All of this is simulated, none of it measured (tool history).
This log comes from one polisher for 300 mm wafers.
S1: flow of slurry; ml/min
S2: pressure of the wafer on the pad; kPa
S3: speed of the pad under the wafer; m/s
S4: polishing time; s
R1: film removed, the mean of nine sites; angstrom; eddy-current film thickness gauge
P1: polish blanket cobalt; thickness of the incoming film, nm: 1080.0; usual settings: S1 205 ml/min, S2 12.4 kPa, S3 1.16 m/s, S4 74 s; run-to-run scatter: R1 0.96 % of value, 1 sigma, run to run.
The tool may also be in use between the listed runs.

run    day   S1    S2    S3   S4      R1
  1  0.179  205  12.4  1.16   74  4516.8
  2  0.342  310  12.4  1.16   74  4655.5
     0.371  -- slurry nozzle cleaned
  3  0.662  205  12.4  1.16  116  7079.5
  4  1.012  205  17.9  1.16   74  6461.5
  5  1.308  205  12.4  1.16   74  4505.5
  6  1.571  205  12.4  1.16   74  4526.8
  7  1.812  205   7.6  1.16   74  2668.5
  8  1.975  125  12.4  1.16   57  3164.9
  9  2.133  205  12.4  0.52   74  1987.9
 10  2.367  205  12.4  1.16   54  3313.0
 11  2.533  205  12.4  1.16   74  4512.8
 12  2.871  205  12.4  1.16   74  4536.9
 13  3.092  205  12.4  1.76   74  6916.3
 14  3.279  125  12.4  1.16   74  4163.2
 15  3.438  205  12.4  1.16   74  4471.4
 16  3.621  205  12.4  1.16   74  4390.7
 17  3.821  205  12.4  1.16   74  4342.7
 18  4.071  205  12.4  1.16   74  4299.3
 19  4.392  205  12.4  1.16   74  4183.0
     4.467  -- head pressure recalibrated
 20  4.721  205  12.4  1.16   74  4199.1
 21  4.879  205  12.4  1.16   74  4143.8
 22  5.096  205  12.4  1.16   74  4181.0
 23  5.325  205  12.4  1.16   74  4090.6
 24  5.529  205  12.4  1.16   74  4203.9
 25  5.846  205  12.4  1.16   74  4118.5
 26  6.112  205  12.4  1.16   74  4070.2

What P1 gives has crept off from where it sat before. The 2 causes that follow fit the log equally well, each at the size noted:
A: removal rate lost through wear of the pad, % = 7.61
B: slurry flow missing at the pad, % = 38.6
The drift started at roughly day 3.438.
What rules out each remaining cause:
head's pressure below its setpoint, %: serviced at day 4.467, after the change had begun; the process did not return to its earlier output

Which of the check runs below tells the causes apart, meaning the causes would give it clearly different results? Each run uses 3 wafers whose results are averaged, and each result is shown as a question mark.
check 1  6.379  205  12.4  0.56  110   ?
check 2  6.379  205  12.4  1.50   74   ?
check 3  6.379  125  12.4  1.16   74   ?
check 4  6.379  205  15.2  0.68   74   ?

What every check run would give for each of its results, assuming each possible cause in turn:
  check  result    if A    if B
check 1      R1  2965.3  2965.3
check 2      R1  5343.2  5343.3
check 3      R1  3812.4  3646.3
check 4      R1  2960.6  2960.6
How far apart the two closest causes lie, in the result that separates them most: check 1 0 %; check 2 0 %; check 3 4.45 %; check 4 0 %
The other checks would show nearly matching results whichever cause is true, so check 3 is the only one that separates the causes.

Check 3 has now been run. It gave: R1 3799.7 angstrom. Which of the candidate causes is it?

A is the cause: removal rate lost through wear of the pad, %.

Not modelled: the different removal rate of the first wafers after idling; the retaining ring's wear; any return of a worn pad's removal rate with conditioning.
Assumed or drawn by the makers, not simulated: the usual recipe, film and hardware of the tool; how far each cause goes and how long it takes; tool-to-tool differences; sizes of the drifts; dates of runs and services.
